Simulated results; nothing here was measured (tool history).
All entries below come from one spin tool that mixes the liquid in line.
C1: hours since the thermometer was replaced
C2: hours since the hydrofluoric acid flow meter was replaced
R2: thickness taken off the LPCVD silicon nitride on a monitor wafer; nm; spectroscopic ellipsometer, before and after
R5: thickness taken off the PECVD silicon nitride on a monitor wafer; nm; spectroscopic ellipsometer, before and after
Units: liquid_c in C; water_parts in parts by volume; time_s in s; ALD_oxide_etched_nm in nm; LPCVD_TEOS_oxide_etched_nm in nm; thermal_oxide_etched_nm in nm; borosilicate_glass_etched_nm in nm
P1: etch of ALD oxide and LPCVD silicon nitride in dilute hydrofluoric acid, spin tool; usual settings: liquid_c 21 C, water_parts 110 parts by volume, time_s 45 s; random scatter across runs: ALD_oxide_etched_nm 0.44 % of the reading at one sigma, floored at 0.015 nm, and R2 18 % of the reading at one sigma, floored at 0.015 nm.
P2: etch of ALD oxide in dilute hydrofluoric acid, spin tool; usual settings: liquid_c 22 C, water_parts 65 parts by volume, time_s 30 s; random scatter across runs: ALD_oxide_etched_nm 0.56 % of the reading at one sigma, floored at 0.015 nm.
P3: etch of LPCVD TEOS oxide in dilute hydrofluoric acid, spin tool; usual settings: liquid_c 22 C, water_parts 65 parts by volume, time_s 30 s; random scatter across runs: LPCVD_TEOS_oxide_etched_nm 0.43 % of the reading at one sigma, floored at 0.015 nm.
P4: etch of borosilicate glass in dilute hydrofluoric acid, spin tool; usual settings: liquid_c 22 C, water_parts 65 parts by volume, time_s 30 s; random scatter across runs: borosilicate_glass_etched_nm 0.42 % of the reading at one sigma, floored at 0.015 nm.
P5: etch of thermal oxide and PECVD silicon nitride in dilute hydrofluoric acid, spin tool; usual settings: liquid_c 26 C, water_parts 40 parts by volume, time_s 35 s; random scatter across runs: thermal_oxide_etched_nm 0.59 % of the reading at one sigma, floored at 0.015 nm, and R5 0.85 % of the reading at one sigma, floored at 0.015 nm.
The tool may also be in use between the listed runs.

run 1 hour=14.1 | process=P1 liquid_c=21 water_parts=110 time_s=45 | C1=240 C2=673 | ALD_oxide_etched_nm=10.862 R2=0.10266
run 2 hour=27.4 | process=P3 liquid_c=22 water_parts=65 time_s=30 | C1=253.3 C2=686.3 | LPCVD_TEOS_oxide_etched_nm=14.271
run 3 hour=42.5 | process=P1 liquid_c=21 water_parts=110 time_s=45 | C1=268.4 C2=701.4 | ALD_oxide_etched_nm=10.758 R2=0.13699
run 4 hour=54.4 | process=P1 liquid_c=21 water_parts=110 time_s=45 | C1=280.3 C2=713.3 | ALD_oxide_etched_nm=10.723 R2=0.15227
run 5 hour=69.2 | process=P1 liquid_c=21 water_parts=20 time_s=45 | C1=295.1 C2=728.1 | ALD_oxide_etched_nm=66.42 R2=0.78765
run 6 hour=85.8 | process=P5 liquid_c=21.5 water_parts=40 time_s=35 | C1=311.7 C2=744.7 | thermal_oxide_etched_nm=4.1278 R5=2.3467
run 7 hour=99.8 | process=P4 liquid_c=22 water_parts=90 time_s=30 | C1=325.7 C2=758.7 | borosilicate_glass_etched_nm=17.313
run 8 hour=112.7 | process=P1 liquid_c=28.5 water_parts=110 time_s=65 | C1=338.6 C2=771.6 | ALD_oxide_etched_nm=21.06 R2=0.43784
run 9 hour=121.5 | process=P3 liquid_c=22 water_parts=65 time_s=30 | C1=347.4 C2=780.4 | LPCVD_TEOS_oxide_etched_nm=14.254
run 10 hour=133.9 | process=P2 liquid_c=22 water_parts=20 time_s=30 | C1=359.8 C2=792.8 | ALD_oxide_etched_nm=50.094
run 11 hour=150.3 | process=P1 liquid_c=21 water_parts=110 time_s=20 | C1=376.2 C2=809.2 | ALD_oxide_etched_nm=4.8073 R2=0.06817
run 12 hour=163.4 | process=P2 liquid_c=22 water_parts=65 time_s=30 | C1=389.3 C2=822.3 | ALD_oxide_etched_nm=14.504
run 13 hour=180.1 | process=P3 liquid_c=29 water_parts=65 time_s=30 | C1=406 C2=839 | LPCVD_TEOS_oxide_etched_nm=18.881
run 14 hour=196.3 | process=P1 liquid_c=21 water_parts=110 time_s=85 | C1=422.2 C2=855.2 | ALD_oxide_etched_nm=20.489 R2=0.24644
run 15 hour=204.8 | process=P1 liquid_c=21 water_parts=165 time_s=45 | C1=430.7 C2=863.7 | ALD_oxide_etched_nm=6.7912 R2=0.1104
run 16 hour=215.6 | process=P1 liquid_c=21 water_parts=110 time_s=45 | C1=441.5 C2=874.5 | ALD_oxide_etched_nm=10.827 R2=0.18647
run 17 hour=228.3 | process=P4 liquid_c=22 water_parts=65 time_s=30 | C1=454.2 C2=887.2 | borosilicate_glass_etched_nm=24.509
run 18 hour=237.6 | process=P5 liquid_c=26 water_parts=40 time_s=35 | C1=463.5 C2=896.5 | thermal_oxide_etched_nm=4.9468 R5=3.1827
run 19 hour=246.5 | process=P4 liquid_c=30 water_parts=65 time_s=30 | C1=472.4 C2=905.4 | borosilicate_glass_etched_nm=33.486
run 20 hour=258.7 | process=P3 liquid_c=22 water_parts=25 time_s=30 | C1=484.6 C2=917.6 | LPCVD_TEOS_oxide_etched_nm=39.077
run 21 hour=268.4 | process=P1 liquid_c=17 water_parts=110 time_s=45 | C1=494.3 C2=927.3 | ALD_oxide_etched_nm=9.2312 R2=0.1176
run 22 hour=278.8 | process=P2 liquid_c=22 water_parts=65 time_s=30 | C1=504.7 C2=937.7 | ALD_oxide_etched_nm=14.426
run 23 hour=290.9 | process=P2 liquid_c=17 water_parts=65 time_s=30 | C1=516.8 C2=949.8 | ALD_oxide_etched_nm=11.718
run 24 hour=305 | process=P1 liquid_c=21 water_parts=155 time_s=65 | C1=530.9 C2=963.9 | ALD_oxide_etched_nm=10.593 R2=0.15034
run 25 hour=317.9 | process=P5 liquid_c=26 water_parts=40 time_s=35 | C1=543.8 C2=976.8 | thermal_oxide_etched_nm=4.9849 R5=3.1605
run 26 hour=330.9 | process=P3 liquid_c=22 water_parts=65 time_s=15 | C1=556.8 C2=989.8 | LPCVD_TEOS_oxide_etched_nm=7.0893
run 27 hour=340.4 | process=P1 liquid_c=21 water_parts=110 time_s=45 | C1=566.3 C2=999.3 | ALD_oxide_etched_nm=10.853 R2=0.13896
run 28 hour=352.6 | process=P5 liquid_c=26 water_parts=20 time_s=35 | C1=578.5 C2=1011.5 | thermal_oxide_etched_nm=10.155 R5=6.1815
run 29 hour=364 | process=P1 liquid_c=28 water_parts=110 time_s=45 | C1=589.9 C2=1022.9 | ALD_oxide_etched_nm=14.192 R2=0.22079
run 30 hour=379.2 | process=P4 liquid_c=22 water_parts=65 time_s=55 | C1=605.1 C2=1038.1 | borosilicate_glass_etched_nm=44.755
run 31 hour=388.2 | process=P2 liquid_c=22 water_parts=65 time_s=15 | C1=614.1 C2=1047.1 | ALD_oxide_etched_nm=7.1997
run 32 hour=398.3 | process=P5 liquid_c=26 water_parts=40 time_s=65 | C1=624.2 C2=1057.2 | thermal_oxide_etched_nm=9.2332 R5=5.8162
run 33 hour=408.3 | process=P1 liquid_c=21 water_parts=110 time_s=45 | C1=634.2 C2=1067.2 | ALD_oxide_etched_nm=10.831 R2=0.10378
run 34 hour=418.5 | process=P1 liquid_c=21 water_parts=110 time_s=45 | C1=644.4 C2=1077.4 | ALD_oxide_etched_nm=11.287 R2=0.18232
run 35 hour=435.2 | process=P1 liquid_c=21 water_parts=110 time_s=45 | C1=661.1 C2=1094.1 | ALD_oxide_etched_nm=11.499 R2=0.18743
run 36 hour=443.1 | process=P1 liquid_c=21 water_parts=110 time_s=45 | C1=669 C2=1102 | ALD_oxide_etched_nm=11.529 R2=0.23622
run 37 hour=453 | process=P1 liquid_c=21 water_parts=110 time_s=45 | C1=678.9 C2=1111.9 | ALD_oxide_etched_nm=11.603 R2=0.22786
run 38 hour=464.1 | process=P1 liquid_c=21 water_parts=110 time_s=45 | C1=690 C2=1123 | ALD_oxide_etched_nm=11.632 R2=0.17831
run 39 hour=480.8 | process=P1 liquid_c=21 water_parts=110 time_s=45 | C1=706.7 C2=1139.7 | ALD_oxide_etched_nm=11.709 R2=0.20325

P1 has crept away from where it was. The log is fitted equally well by each of these 2 causes, at the sizes shown:
A: liquid hotter than its thermometer reads (K) = 2
B: hydrofluoric acid flow above the setpoint (%) = 7.39
The process output started creeping at around hour 408.3.

Of the 4 check runs below, each run on 2 wafers with the results averaged and each result still a question mark, which one would tell the listed causes apart?
run check 1 hour=497.5 | process=P4 liquid_c=22 water_parts=65 time_s=30 | borosilicate_glass_etched_nm=?
run check 2 hour=497.5 | process=P3 liquid_c=22 water_parts=65 time_s=30 | LPCVD_TEOS_oxide_etched_nm=?
run check 3 hour=497.5 | process=P2 liquid_c=22 water_parts=65 time_s=30 | ALD_oxide_etched_nm=?
run check 4 hour=497.5 | process=P5 liquid_c=26 water_parts=40 time_s=35 | thermal_oxide_etched_nm=? R5=?

Check results expected under each cause:
check=check_1 result=borosilicate_glass_etched_nm if_A=26.553 if_B=26.414
check=check_2 result=LPCVD_TEOS_oxide_etched_nm if_A=15.507 if_B=15.426
check=check_3 result=ALD_oxide_etched_nm if_A=15.749 if_B=15.667
check=check_4 result=thermal_oxide_etched_nm if_A=5.3655 if_B=5.3335
check=check_4 result=R5 if_A=3.6167 if_B=3.3955
Per check, the gap between the least separated pair of causes, taken in the result that splits them most: check 1 0.52 %; check 2 0.52 %; check 3 0.52 %; check 4 6.31 %
Only check 4 tells the causes apart: in the others they would give nearly the same result.

Running check 4 produced the following: thermal_oxide_etched_nm 5.3603 nm; R5 3.6696 nm. Which one of the listed causes fits?

A is the cause: liquid hotter than its thermometer reads (K).
